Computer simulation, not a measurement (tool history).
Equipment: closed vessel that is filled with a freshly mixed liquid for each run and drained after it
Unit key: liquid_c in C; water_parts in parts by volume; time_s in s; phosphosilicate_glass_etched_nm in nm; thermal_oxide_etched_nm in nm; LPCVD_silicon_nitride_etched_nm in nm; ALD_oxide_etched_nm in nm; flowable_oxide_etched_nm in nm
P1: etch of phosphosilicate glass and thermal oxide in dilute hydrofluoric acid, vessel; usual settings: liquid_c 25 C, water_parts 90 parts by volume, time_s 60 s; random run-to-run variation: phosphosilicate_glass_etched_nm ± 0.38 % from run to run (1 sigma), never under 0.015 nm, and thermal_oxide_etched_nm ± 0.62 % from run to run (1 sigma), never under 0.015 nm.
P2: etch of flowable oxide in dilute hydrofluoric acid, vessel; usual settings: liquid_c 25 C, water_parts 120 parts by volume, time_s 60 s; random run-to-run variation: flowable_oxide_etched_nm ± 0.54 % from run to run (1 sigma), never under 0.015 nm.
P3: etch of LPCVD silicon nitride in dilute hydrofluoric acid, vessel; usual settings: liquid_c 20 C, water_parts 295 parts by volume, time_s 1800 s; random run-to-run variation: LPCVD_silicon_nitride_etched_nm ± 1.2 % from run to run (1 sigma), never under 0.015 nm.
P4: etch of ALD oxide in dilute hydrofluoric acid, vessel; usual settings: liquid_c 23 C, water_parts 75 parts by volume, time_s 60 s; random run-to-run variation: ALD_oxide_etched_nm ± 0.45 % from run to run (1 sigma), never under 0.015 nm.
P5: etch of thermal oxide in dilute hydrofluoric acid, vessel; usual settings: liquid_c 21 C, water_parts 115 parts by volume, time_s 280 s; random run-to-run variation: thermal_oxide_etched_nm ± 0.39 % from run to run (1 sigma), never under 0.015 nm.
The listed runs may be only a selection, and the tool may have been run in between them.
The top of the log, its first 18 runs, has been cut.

run	hour	process	liquid_c	water_parts	time_s	phosphosilicate_glass_etched_nm	thermal_oxide_etched_nm	LPCVD_silicon_nitride_etched_nm	ALD_oxide_etched_nm	flowable_oxide_etched_nm
19	256.1	P5	21	115	30		1.0819			
20	268.8	P3	17	295	1800			1.9698		
21	283.7	P5	17	115	280		8.5817			
22	299.7	P3	20	295	3595			4.6917		
23	313	P3	20	295	1800			2.3111		
24	322.3	P1	25	90	60	55.224	3.3151			
25	340	P1	25	35	60	153.6	9.1339			
26	351.9	P1	25	90	60	55.349	3.2937			
27	366.3	P1	19.5	90	60	43.998	2.6659			
28	382.7	P1	28.5	90	105	110.93	6.6172			
29	394.1	P2	32.5	120	60					32.741
30	404.3	P2	25	120	30					12.406

What does the tool deliver on the next run?
31	412.6	P1	25	90	60	?	?			

Run 31 measured phosphosilicate_glass_etched_nm 55.669 nm, thermal_oxide_etched_nm 3.3133 nm.
